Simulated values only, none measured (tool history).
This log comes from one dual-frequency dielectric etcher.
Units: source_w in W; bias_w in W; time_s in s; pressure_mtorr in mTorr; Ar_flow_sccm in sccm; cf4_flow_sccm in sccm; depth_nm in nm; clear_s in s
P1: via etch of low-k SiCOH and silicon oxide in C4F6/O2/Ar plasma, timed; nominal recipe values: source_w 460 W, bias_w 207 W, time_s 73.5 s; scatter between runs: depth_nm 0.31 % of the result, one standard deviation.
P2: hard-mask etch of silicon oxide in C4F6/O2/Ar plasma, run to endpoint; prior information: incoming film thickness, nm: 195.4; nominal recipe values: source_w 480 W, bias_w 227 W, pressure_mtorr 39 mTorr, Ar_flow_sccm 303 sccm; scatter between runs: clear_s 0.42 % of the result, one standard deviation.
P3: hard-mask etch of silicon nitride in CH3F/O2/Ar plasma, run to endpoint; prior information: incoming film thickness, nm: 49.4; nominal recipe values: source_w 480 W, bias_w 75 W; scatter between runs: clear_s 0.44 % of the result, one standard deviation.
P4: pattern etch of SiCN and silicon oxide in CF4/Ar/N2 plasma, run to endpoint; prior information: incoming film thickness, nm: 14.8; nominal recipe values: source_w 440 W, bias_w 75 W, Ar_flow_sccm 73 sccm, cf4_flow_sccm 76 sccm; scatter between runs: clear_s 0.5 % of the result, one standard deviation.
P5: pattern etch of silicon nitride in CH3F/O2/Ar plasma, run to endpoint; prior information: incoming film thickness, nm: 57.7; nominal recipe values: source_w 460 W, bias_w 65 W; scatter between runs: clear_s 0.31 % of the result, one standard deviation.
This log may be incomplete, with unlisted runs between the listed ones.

run,hour,process,source_w,bias_w,time_s,pressure_mtorr,Ar_flow_sccm,cf4_flow_sccm,hours since the last wet clean,hours since the last source power generator calibration,hours since the last bias power generator calibration,depth_nm,clear_s
1,9.7,P1,460,207,73.5,,,,113.6,3663.4,1430.4,221.22,
2,18.2,P1,460,207,73.5,,,,122.1,3671.9,1438.9,222.73,
3,32.9,P1,460,169,53.5,,,,136.8,3686.6,1453.6,151.81,
# hour 45.8: wet clean of the chamber
4,50.5,P3,370,75,,,,,4.7,3704.2,1471.2,,75.635
5,61.0,P3,480,98,,,,,15.2,3714.7,1481.7,,62.221
6,70.6,P2,650,227,,39,303,,24.8,3724.3,1491.3,,49.312
7,81.6,P5,600,65,,,,,35.8,3735.3,1502.3,,74.368
8,89.9,P4,440,75,,,96,76,44.1,3743.6,1510.6,,17.096
9,107.9,P4,440,99,,,73,76,62.1,3761.6,1528.6,,15.080
10,117.2,P2,480,227,,39,303,,71.4,3770.9,1537.9,,55.741
11,132.7,P1,460,264,73.5,,,,86.9,3786.4,1553.4,240.35,
12,143.1,P1,460,207,73.5,,,,97.3,3796.8,1563.8,221.87,
13,158.7,P5,460,87,,,,,112.9,3812.4,1579.4,,74.955
14,166.7,P2,480,227,,39,303,,120.9,3820.4,1587.4,,55.588
15,176.2,P1,460,207,73.5,,,,130.4,3829.9,1596.9,222.02,
16,185.7,P4,440,75,,,73,76,139.9,3839.4,1606.4,,16.409
17,198.8,P4,570,75,,,73,76,153.0,3852.5,1619.5,,13.098
18,211.2,P1,460,207,73.5,,,,165.4,3864.9,1631.9,222.29,
19,228.7,P1,570,207,73.5,,,,182.9,3882.4,1649.4,241.36,
20,237.6,P1,460,207,73.5,,,,191.8,3891.3,1658.3,222.62,
21,252.7,P4,440,75,,,73,76,206.9,3906.4,1673.4,,16.465
22,263.5,P1,350,207,73.5,,,,217.7,3917.2,1684.2,199.95,
# hour 264.1: bias power generator calibrated
23,281.0,P2,480,136,,39,303,,235.2,3934.7,17.0,,65.115
24,289.9,P1,460,207,73.5,,,,244.1,3943.6,25.9,221.54,
25,301.4,P1,460,146,73.5,,,,255.6,3955.1,37.4,199.63,
26,313.6,P4,440,75,,,73,104,267.8,3967.3,49.6,,15.786
27,330.4,P2,480,227,,39,191,,284.6,3984.1,66.4,,52.704
28,348.6,P5,460,65,,,,,302.8,4002.3,84.6,,82.539
29,359.2,P2,480,227,,52,303,,313.4,4012.9,95.2,,57.636
30,376.1,P1,460,207,51.0,,,,330.3,4029.8,112.1,154.85,
31,384.8,P5,460,65,,,,,339.0,4038.5,120.8,,82.391
32,401.1,P3,480,75,,,,,355.3,4054.8,137.1,,68.466
33,411.7,P1,460,207,98.5,,,,365.9,4065.4,147.7,298.26,
34,423.6,P1,460,207,73.5,,,,377.8,4077.3,159.6,221.40,
35,441.9,P1,460,207,73.5,,,,396.1,4095.6,177.9,221.36,
36,458.1,P1,460,207,73.5,,,,412.3,4111.8,194.1,220.38,
37,468.1,P1,460,207,73.5,,,,422.3,4121.8,204.1,218.38,
# hour 477.6: wet clean of the chamber
38,484.9,P1,460,207,73.5,,,,7.3,4138.6,220.9,218.57,
39,493.0,P1,460,207,73.5,,,,15.4,4146.7,229.0,218.15,
40,503.8,P1,460,207,73.5,,,,26.2,4157.5,239.8,218.58,
41,517.2,P1,460,207,73.5,,,,39.6,4170.9,253.2,220.20,
42,528.7,P1,460,207,73.5,,,,51.1,4182.4,264.7,219.00,
43,538.1,P1,460,207,73.5,,,,60.5,4191.8,274.1,218.61,
44,556.6,P1,460,207,73.5,,,,79.0,4210.3,292.6,217.93,

P1 has crept away from where it was. The log is fitted equally well by each of these 2 causes, at the sizes shown:
A: bias power that arrives under what is set, % = 4.75
B: source power that arrives under what is set, % = 3.94
At approximately hour 423.6, the process output began to creep.
Other possible causes, and why each is ruled out:
chamber walls in a state that lowers the etch rate, %: serviced at hour 477.6, which brought nothing back

Which of the check runs below tells the causes apart, meaning the causes would give it clearly different results? Each run uses 5 wafers whose results are averaged, and each result is shown as a question mark.
check 1,575.1,P5,460,65,,,,,,,,,?
check 2,575.1,P2,480,227,,39,303,,,,,,?
check 3,575.1,P4,440,75,,,73,76,,,,,?
check 4,575.1,P3,480,75,,,,,,,,,?

How each check would come out, cause by cause:
check,result,if A,if B
check 1,clear_s,83.893,83.842
check 2,clear_s,56.522,56.502
check 3,clear_s,16.737,17.076
check 4,clear_s,69.336,69.251
Per-check spread between the two closest causes, in the result where they differ most: check 1 0.06 %; check 2 0.03 %; check 3 2.01 %; check 4 0.12 %
The causes can be told apart only by check 3. The other checks would give nearly the same results under each of them.

Check 3 was carried out, with these results: clear_s 16.783 s. Which of the listed causes is responsible?

The correct cause is A, namely: bias power that arrives under what is set, %.
